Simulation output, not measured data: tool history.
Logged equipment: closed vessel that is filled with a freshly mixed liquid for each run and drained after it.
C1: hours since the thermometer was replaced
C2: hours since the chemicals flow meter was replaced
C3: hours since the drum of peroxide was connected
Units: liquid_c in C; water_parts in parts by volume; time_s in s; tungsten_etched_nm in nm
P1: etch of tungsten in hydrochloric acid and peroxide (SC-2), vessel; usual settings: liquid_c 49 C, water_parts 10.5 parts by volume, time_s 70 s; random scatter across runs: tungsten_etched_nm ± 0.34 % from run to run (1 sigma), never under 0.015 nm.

run 1 hour=4.7 | liquid_c=49 water_parts=10.5 time_s=70 | C1=1091 C2=715.8 C3=708.2 | tungsten_etched_nm=12.045
run 2 hour=9.4 | liquid_c=49 water_parts=4 time_s=70 | C1=1095.7 C2=720.5 C3=712.9 | tungsten_etched_nm=25.151
run 3 hour=12.8 | liquid_c=35 water_parts=10.5 time_s=70 | C1=1099.1 C2=723.9 C3=716.3 | tungsten_etched_nm=4.4974
run 4 hour=16.4 | liquid_c=40.5 water_parts=10.5 time_s=130 | C1=1102.7 C2=727.5 C3=719.9 | tungsten_etched_nm=12.569
run 5 hour=20.9 | liquid_c=49 water_parts=10.5 time_s=135 | C1=1107.2 C2=732 C3=724.4 | tungsten_etched_nm=23.202
-- hour=23 new drum of peroxide connected
run 6 hour=23.2 | liquid_c=49 water_parts=10.5 time_s=30 | C1=1109.5 C2=734.3 C3=0.3 | tungsten_etched_nm=5.1682
run 7 hour=27.6 | liquid_c=62.5 water_parts=10.5 time_s=70 | C1=1113.9 C2=738.7 C3=4.7 | tungsten_etched_nm=28.696
run 8 hour=30.5 | liquid_c=49 water_parts=5 time_s=30 | C1=1116.8 C2=741.6 C3=7.6 | tungsten_etched_nm=9.2126
run 9 hour=33.1 | liquid_c=58.5 water_parts=10.5 time_s=95 | C1=1119.4 C2=744.2 C3=10.2 | tungsten_etched_nm=30.43
run 10 hour=36.1 | liquid_c=49 water_parts=10.5 time_s=70 | C1=1122.4 C2=747.2 C3=13.2 | tungsten_etched_nm=12.102
-- hour=38 thermometer replaced
run 11 hour=39.4 | liquid_c=49 water_parts=10.5 time_s=70 | C1=1.4 C2=750.5 C3=16.5 | tungsten_etched_nm=12.004
run 12 hour=42 | liquid_c=49 water_parts=10.5 time_s=70 | C1=4 C2=753.1 C3=19.1 | tungsten_etched_nm=12.024
run 13 hour=47.4 | liquid_c=49 water_parts=10.5 time_s=70 | C1=9.4 C2=758.5 C3=24.5 | tungsten_etched_nm=12.015
run 14 hour=50.6 | liquid_c=49 water_parts=19 time_s=70 | C1=12.6 C2=761.7 C3=27.7 | tungsten_etched_nm=7.1384
run 15 hour=55 | liquid_c=49 water_parts=10.5 time_s=70 | C1=17 C2=766.1 C3=32.1 | tungsten_etched_nm=12.066
run 16 hour=57.6 | liquid_c=49 water_parts=10.5 time_s=70 | C1=19.6 C2=768.7 C3=34.7 | tungsten_etched_nm=12.334
run 17 hour=61.5 | liquid_c=49 water_parts=10.5 time_s=70 | C1=23.5 C2=772.6 C3=38.6 | tungsten_etched_nm=12.576
run 18 hour=66.3 | liquid_c=49 water_parts=10.5 time_s=70 | C1=28.3 C2=777.4 C3=43.4 | tungsten_etched_nm=12.901
run 19 hour=70.1 | liquid_c=49 water_parts=10.5 time_s=70 | C1=32.1 C2=781.2 C3=47.2 | tungsten_etched_nm=12.926
run 20 hour=73.9 | liquid_c=49 water_parts=10.5 time_s=70 | C1=35.9 C2=785 C3=51 | tungsten_etched_nm=13.01
run 21 hour=76.7 | liquid_c=49 water_parts=10.5 time_s=70 | C1=38.7 C2=787.8 C3=53.8 | tungsten_etched_nm=13.015
run 22 hour=81 | liquid_c=49 water_parts=10.5 time_s=70 | C1=43 C2=792.1 C3=58.1 | tungsten_etched_nm=13.034

The log shows P1 creeping away from where it was. Any of the 2 causes listed here, at the size stated for it, fits the log just as well as the others:
A: liquid hotter than its thermometer reads (K) = 1.17
B: chemicals flow above the setpoint (%) = 9.8
The process output started creeping at around hour 55.
Ruled out, with reasons:
peroxide weaker than its label (%): at most 8, giving a -7.4 % change in tungsten_etched_nm: too small, or against the direction of the creep

Of the 4 check runs below, each run on 2 wafers with the results averaged and each result still a question mark, which one would tell the listed causes apart?
run check 1 hour=85.3 | liquid_c=35.5 water_parts=4 time_s=70 | tungsten_etched_nm=?
run check 2 hour=85.3 | liquid_c=49 water_parts=18.5 time_s=130 | tungsten_etched_nm=?
run check 3 hour=85.3 | liquid_c=37 water_parts=10.5 time_s=70 | tungsten_etched_nm=?
run check 4 hour=85.3 | liquid_c=49 water_parts=18.5 time_s=120 | tungsten_etched_nm=?

If the cause were each of the candidates in turn, the checks would give the following:
check=check_1 result=tungsten_etched_nm if_A=10.609 if_B=10.359
check=check_2 result=tungsten_etched_nm if_A=14.739 if_B=14.824
check=check_3 result=tungsten_etched_nm if_A=5.6749 if_B=5.6384
check=check_4 result=tungsten_etched_nm if_A=13.605 if_B=13.683
Distance between the nearest two causes, measured in the result of the check that separates them most: check 1 2.38 %; check 2 0.58 %; check 3 0.65 %; check 4 0.58 %
Check 1 distinguishes between the causes, while the remaining checks would return nearly the same result for all of them.

Check 1 was then run and gave: tungsten_etched_nm 10.391 nm. Which cause is it?

It was cause B: chemicals flow above the setpoint (%).
